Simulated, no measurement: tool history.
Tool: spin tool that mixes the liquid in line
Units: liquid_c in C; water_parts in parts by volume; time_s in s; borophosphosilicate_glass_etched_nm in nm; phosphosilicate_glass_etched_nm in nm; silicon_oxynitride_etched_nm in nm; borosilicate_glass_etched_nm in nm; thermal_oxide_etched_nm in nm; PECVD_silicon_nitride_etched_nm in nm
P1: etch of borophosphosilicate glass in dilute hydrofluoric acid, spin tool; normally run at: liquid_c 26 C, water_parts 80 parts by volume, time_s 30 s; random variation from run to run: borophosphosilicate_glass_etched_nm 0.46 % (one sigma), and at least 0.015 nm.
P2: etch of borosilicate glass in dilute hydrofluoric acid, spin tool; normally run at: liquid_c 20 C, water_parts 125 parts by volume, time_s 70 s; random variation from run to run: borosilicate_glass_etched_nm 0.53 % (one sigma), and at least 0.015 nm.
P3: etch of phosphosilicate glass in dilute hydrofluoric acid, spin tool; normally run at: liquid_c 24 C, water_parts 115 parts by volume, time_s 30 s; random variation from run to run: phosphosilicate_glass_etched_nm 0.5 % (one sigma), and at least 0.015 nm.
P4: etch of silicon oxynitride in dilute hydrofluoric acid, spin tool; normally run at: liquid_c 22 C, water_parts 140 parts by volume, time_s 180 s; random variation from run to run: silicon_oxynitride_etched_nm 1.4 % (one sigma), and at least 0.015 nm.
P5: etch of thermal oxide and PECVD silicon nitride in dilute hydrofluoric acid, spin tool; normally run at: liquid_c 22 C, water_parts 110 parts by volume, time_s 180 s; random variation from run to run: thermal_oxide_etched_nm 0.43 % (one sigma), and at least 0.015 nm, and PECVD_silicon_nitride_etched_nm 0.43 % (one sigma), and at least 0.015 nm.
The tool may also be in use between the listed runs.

| run | hour | process | liquid_c | water_parts | time_s | hours since the thermometer was replaced | hours since the hydrofluoric acid flow meter was replaced | borophosphosilicate_glass_etched_nm | phosphosilicate_glass_etched_nm | silicon_oxynitride_etched_nm | borosilicate_glass_etched_nm | thermal_oxide_etched_nm | PECVD_silicon_nitride_etched_nm |
|---|---|---|---|---|---|---|---|---|---|---|---|---|---|
| 1 | 2.9 | P1 | 26 | 80 | 30 | 680.5 | 148.2 | 28.396 |  |  |  |  |  |
| 2 | 5.1 | P1 | 32 | 80 | 30 | 682.7 | 150.4 | 35.652 |  |  |  |  |  |
| 3 | 9.3 | P3 | 24 | 115 | 15 | 686.9 | 154.6 |  | 26.361 |  |  |  |  |
| 4 | 12.1 | P1 | 26 | 110 | 30 | 689.7 | 157.4 | 19.605 |  |  |  |  |  |
| 5 | 15.9 | P1 | 26 | 80 | 15 | 693.5 | 161.2 | 14.112 |  |  |  |  |  |
| 6 | 18.0 | P1 | 26 | 80 | 50 | 695.6 | 163.3 | 47.265 |  |  |  |  |  |
| 7 | 20.9 | P4 | 22 | 215 | 180 | 698.5 | 166.2 |  |  | 1.08720 |  |  |  |
| 8 | 24.5 | P4 | 27 | 140 | 180 | 702.1 | 169.8 |  |  | 2.10680 |  |  |  |
| 9 | 27.7 | P1 | 26 | 80 | 30 | 705.3 | 173.0 | 28.291 |  |  |  |  |  |
| 10 | 30.1 | P2 | 20 | 125 | 70 | 707.7 | 175.4 |  |  |  | 20.693 |  |  |
| 11 | 33.1 | P2 | 17 | 125 | 70 | 710.7 | 178.4 |  |  |  | 18.131 |  |  |
| 12 | 35.4 | P3 | 17 | 115 | 30 | 713.0 | 180.7 |  | 39.040 |  |  |  |  |
| 13 | 38.7 | P1 | 26 | 80 | 30 | 716.3 | 184.0 | 28.219 |  |  |  |  |  |
| 14 | 42.3 | P2 | 20 | 125 | 135 | 719.9 | 187.6 |  |  |  | 40.025 |  |  |
| 15 | 45.1 | P4 | 22 | 140 | 55 | 722.7 | 190.4 |  |  | 0.55325 |  |  |  |
| 16 | 47.8 | P4 | 22 | 140 | 180 | 725.4 | 193.1 |  |  | 1.70430 |  |  |  |
| 17 | 51.1 | P1 | 26 | 80 | 30 | 728.7 | 196.4 | 28.407 |  |  |  |  |  |
| 18 | 55.5 | P1 | 26 | 80 | 30 | 733.1 | 200.8 | 28.289 |  |  |  |  |  |
| 19 | 58.7 | P1 | 26 | 25 | 30 | 736.3 | 204.0 | 98.021 |  |  |  |  |  |
| 20 | 61.2 | P5 | 22 | 110 | 180 | 738.8 | 206.5 |  |  |  |  | 6.8092 | 5.4784 |
| 21 | 64.4 | P1 | 30 | 115 | 30 | 742.0 | 209.7 | 21.866 |  |  |  |  |  |
| 22 | 66.8 | P1 | 18 | 80 | 30 | 744.4 | 212.1 | 20.418 |  |  |  |  |  |
| 23 | 71.2 | P3 | 24 | 45 | 30 | 748.8 | 216.5 |  | 145.590 |  |  |  |  |
| 24 | 75.3 | P3 | 24 | 115 | 30 | 752.9 | 220.6 |  | 52.398 |  |  |  |  |
| 25 | 78.3 | P1 | 26 | 40 | 15 | 755.9 | 223.6 | 29.856 |  |  |  |  |  |
| 26 | 81.1 | P5 | 22 | 45 | 180 | 758.7 | 226.4 |  |  |  |  | 17.9660 | 13.1540 |
| 27 | 85.9 | P3 | 24 | 115 | 30 | 763.5 | 231.2 |  | 52.191 |  |  |  |  |
| 28 | 89.1 | P5 | 26 | 110 | 180 | 766.7 | 234.4 |  |  |  |  | 7.9578 | 7.1366 |
| 29 | 92.4 | P5 | 22 | 110 | 180 | 770.0 | 237.7 |  |  |  |  | 6.7974 | 5.4702 |
| 30 | 95.0 | P5 | 22 | 110 | 295 | 772.6 | 240.3 |  |  |  |  | 11.1340 | 8.9909 |
| 31 | 97.5 | P2 | 20 | 30 | 70 | 775.1 | 242.8 |  |  |  | 96.717 |  |  |
| 32 | 99.8 | P4 | 22 | 140 | 180 | 777.4 | 245.1 |  |  | 1.68160 |  |  |  |
| 33 | 104.5 | P1 | 26 | 80 | 30 | 782.1 | 249.8 | 28.205 |  |  |  |  |  |
| 34 | 107.4 | P1 | 26 | 80 | 30 | 785.0 | 252.7 | 28.131 |  |  |  |  |  |
| 35 | 109.8 | P1 | 26 | 80 | 30 | 787.4 | 255.1 | 28.511 |  |  |  |  |  |
| 36 | 113.4 | P1 | 26 | 80 | 30 | 791.0 | 258.7 | 29.344 |  |  |  |  |  |
| 37 | 117.3 | P1 | 26 | 80 | 30 | 794.9 | 262.6 | 29.611 |  |  |  |  |  |
| 38 | 120.7 | P1 | 26 | 80 | 30 | 798.3 | 266.0 | 30.011 |  |  |  |  |  |
| 39 | 122.9 | P1 | 26 | 80 | 30 | 800.5 | 268.2 | 29.597 |  |  |  |  |  |
| 40 | 126.9 | P1 | 26 | 80 | 30 | 804.5 | 272.2 | 29.763 |  |  |  |  |  |
| 41 | 131.2 | P1 | 26 | 80 | 30 | 808.8 | 276.5 | 29.880 |  |  |  |  |  |

What P1 gives has crept away from where it was. These 2 causes fit the log equally well, each at the size given:
A: liquid hotter than its thermometer reads (K) = 1.44
B: hydrofluoric acid flow above the setpoint (%) = 5.23
The creep began at about hour 107.4.

4 check runs are offered, one wafer each, their results left as question marks. Which one tells the causes apart?
| check 1 | 135.5 | P2 | 20 | 125 | 70 |  |  |  |  |  | ? |  |  |
| check 2 | 135.5 | P4 | 22 | 140 | 180 |  |  |  |  | ? |  |  |  |
| check 3 | 135.5 | P5 | 22 | 110 | 180 |  |  |  |  |  |  | ? | ? |
| check 4 | 135.5 | P3 | 24 | 115 | 30 |  |  |  | ? |  |  |  |  |

What each check would give under each cause:
| check | result | if A | if B |
|---|---|---|---|
| check 1 | borosilicate_glass_etched_nm | 21.793 | 21.790 |
| check 2 | silicon_oxynitride_etched_nm | 1.83820 | 1.81800 |
| check 3 | thermal_oxide_etched_nm | 7.2213 | 7.2216 |
| check 3 | PECVD_silicon_nitride_etched_nm | 6.0066 | 5.7399 |
| check 4 | phosphosilicate_glass_etched_nm | 55.507 | 55.611 |
How far apart the two closest causes lie, in the result that separates them most: check 1 0.01 %; check 2 1.1 %; check 3 4.54 %; check 4 0.19 %
Only check 3 tells the causes apart: in the others they would give nearly the same result.

Then check 3 was run and gave: thermal_oxide_etched_nm 7.1523 nm; PECVD_silicon_nitride_etched_nm 5.9375 nm. Which cause is it?

It is A: liquid hotter than its thermometer reads (K).
